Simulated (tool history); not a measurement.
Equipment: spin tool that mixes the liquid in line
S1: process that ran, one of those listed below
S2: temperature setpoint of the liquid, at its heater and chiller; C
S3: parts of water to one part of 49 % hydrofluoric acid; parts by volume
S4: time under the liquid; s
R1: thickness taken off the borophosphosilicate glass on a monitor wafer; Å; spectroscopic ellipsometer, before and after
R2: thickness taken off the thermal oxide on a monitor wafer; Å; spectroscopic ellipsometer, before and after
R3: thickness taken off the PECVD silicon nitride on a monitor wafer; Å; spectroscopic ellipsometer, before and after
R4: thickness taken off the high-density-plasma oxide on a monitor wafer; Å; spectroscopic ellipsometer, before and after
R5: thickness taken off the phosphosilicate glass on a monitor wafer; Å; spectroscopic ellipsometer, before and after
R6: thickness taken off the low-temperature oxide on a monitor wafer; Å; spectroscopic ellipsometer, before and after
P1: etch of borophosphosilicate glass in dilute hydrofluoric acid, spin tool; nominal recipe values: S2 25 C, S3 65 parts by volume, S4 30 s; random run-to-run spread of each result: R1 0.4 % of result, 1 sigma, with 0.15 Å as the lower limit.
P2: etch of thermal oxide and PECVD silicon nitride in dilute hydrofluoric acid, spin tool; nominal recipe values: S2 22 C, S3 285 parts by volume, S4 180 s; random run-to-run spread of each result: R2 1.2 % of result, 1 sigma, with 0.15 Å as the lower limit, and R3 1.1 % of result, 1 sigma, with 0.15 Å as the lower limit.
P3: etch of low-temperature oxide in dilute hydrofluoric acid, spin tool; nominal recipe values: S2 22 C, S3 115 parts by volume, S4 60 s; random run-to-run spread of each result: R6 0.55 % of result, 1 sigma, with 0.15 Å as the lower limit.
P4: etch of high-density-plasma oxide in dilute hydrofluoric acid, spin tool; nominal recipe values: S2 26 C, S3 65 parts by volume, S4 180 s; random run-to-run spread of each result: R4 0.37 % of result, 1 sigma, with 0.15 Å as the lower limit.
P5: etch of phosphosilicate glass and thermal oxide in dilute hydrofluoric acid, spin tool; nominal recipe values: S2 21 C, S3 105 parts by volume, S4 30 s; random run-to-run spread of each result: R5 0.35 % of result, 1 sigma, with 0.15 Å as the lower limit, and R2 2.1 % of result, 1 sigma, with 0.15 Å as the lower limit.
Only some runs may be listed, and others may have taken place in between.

run 1 hour=7.6 | S1=P1 S2=25 S3=65 S4=30 | R1=193.27
run 2 hour=15.3 | S1=P2 S2=17.5 S3=285 S4=180 | R2=18.792 R3=18.163
run 3 hour=24.8 | S1=P4 S2=26 S3=65 S4=180 | R4=161.38
run 4 hour=33.7 | S1=P1 S2=25 S3=35 S4=30 | R1=375.89
run 5 hour=39.5 | S1=P4 S2=26 S3=20 S4=180 | R4=557.62
run 6 hour=45.9 | S1=P5 S2=17 S3=105 S4=30 | R2=10.368 R5=330.47
run 7 hour=54.9 | S1=P5 S2=21 S3=175 S4=30 | R2=6.7768 R5=215.53
run 8 hour=64.2 | S1=P3 S2=22 S3=115 S4=60 | R6=112.45
run 9 hour=73.5 | S1=P1 S2=32 S3=100 S4=30 | R1=156.99
run 10 hour=81.2 | S1=P2 S2=22 S3=410 S4=180 | R2=13.519 R3=17.28
run 11 hour=86.7 | S1=P3 S2=22 S3=115 S4=15 | R6=28.068
run 12 hour=94.2 | S1=P1 S2=18 S3=65 S4=30 | R1=144.22
run 13 hour=103.4 | S1=P5 S2=21 S3=105 S4=30 | R2=12.661 R5=386.99
run 14 hour=112.6 | S1=P4 S2=26 S3=65 S4=325 | R4=291.64
run 15 hour=117.9 | S1=P2 S2=22 S3=285 S4=180 | R2=22.338 R3=24.254
run 16 hour=125 | S1=P1 S2=25 S3=100 S4=15 | R1=59.512
run 17 hour=134.8 | S1=P1 S2=25 S3=65 S4=30 | R1=192.9
run 18 hour=144.8 | S1=P1 S2=29 S3=65 S4=30 | R1=226.31
-- hour=148 hydrofluoric acid flow meter replaced
run 19 hour=150 | S1=P1 S2=25 S3=65 S4=30 | R1=193.34
run 20 hour=155.8 | S1=P1 S2=25 S3=65 S4=55 | R1=352.28
run 21 hour=166 | S1=P1 S2=25 S3=65 S4=30 | R1=193.31
run 22 hour=176.8 | S1=P1 S2=25 S3=110 S4=30 | R1=106.95
run 23 hour=186.3 | S1=P3 S2=22 S3=210 S4=60 | R6=55.002
run 24 hour=194 | S1=P3 S2=17 S3=115 S4=60 | R6=91.684
run 25 hour=200.8 | S1=P1 S2=29.5 S3=95 S4=30 | R1=150.37
run 26 hour=206.3 | S1=P1 S2=25 S3=65 S4=15 | R1=96.8
run 27 hour=211.5 | S1=P1 S2=25 S3=65 S4=30 | R1=193.65
run 28 hour=217 | S1=P4 S2=34 S3=65 S4=180 | R4=221.45
run 29 hour=223.6 | S1=P5 S2=21 S3=105 S4=55 | R2=22.97 R5=710.46
run 30 hour=233.3 | S1=P1 S2=25 S3=65 S4=30 | R1=194.86
run 31 hour=238.2 | S1=P2 S2=22 S3=285 S4=20 | R2=2.7694 R3=2.6643
run 32 hour=248.7 | S1=P1 S2=25 S3=65 S4=30 | R1=193.14
run 33 hour=258.2 | S1=P1 S2=25 S3=65 S4=30 | R1=205.33
run 34 hour=268 | S1=P1 S2=25 S3=65 S4=30 | R1=209.53
run 35 hour=276.3 | S1=P1 S2=25 S3=65 S4=30 | R1=211.3
run 36 hour=283.8 | S1=P1 S2=25 S3=65 S4=30 | R1=211.19
run 37 hour=288.9 | S1=P1 S2=25 S3=65 S4=30 | R1=213.69
run 38 hour=295.3 | S1=P1 S2=25 S3=65 S4=30 | R1=213.66

Compared with where it was, what P1 gives has crept away. Each cause listed below fits the log as well as the rest, at the size given for it:
A: hydrofluoric acid flow above the setpoint (%) = 9.36
B: liquid hotter than its thermometer reads (K) = 2.43
The creep began at about hour 248.7.

The 4 check runs listed below each average the results of 2 wafers, and their outcomes are marked with question marks. Under which run would the listed causes produce clearly different results?
run check 1 hour=301.7 | S1=P5 S2=21 S3=105 S4=30 | R2=? R5=?
run check 2 hour=301.7 | S1=P4 S2=26 S3=65 S4=180 | R4=?
run check 3 hour=301.7 | S1=P2 S2=22 S3=285 S4=180 | R2=? R3=?
run check 4 hour=301.7 | S1=P3 S2=22 S3=115 S4=60 | R6=?

What each check would give under each cause:
check=check_1 result=R2 if_A=13.849 if_B=13.817
check=check_1 result=R5 if_A=430.7 if_B=429.72
check=check_2 result=R4 if_A=178.12 if_B=177.98
check=check_3 result=R2 if_A=24.832 if_B=24.176
check=check_3 result=R3 if_A=26.711 if_B=28.438
check=check_4 result=R6 if_A=123.86 if_B=123.25
Minimum pairwise separation of causes per check, each pair taken at its best-separating result: check 1 0.23 %; check 2 0.08 %; check 3 6.26 %; check 4 0.49 %
Of the check runs offered, only check 3 discriminates between the causes; the rest would read about the same regardless of which cause applies.

Then check 3 was run and gave: R2 24.712 Å; R3 26.383 Å. Which cause is it?

It is A: hydrofluoric acid flow above the setpoint (%).
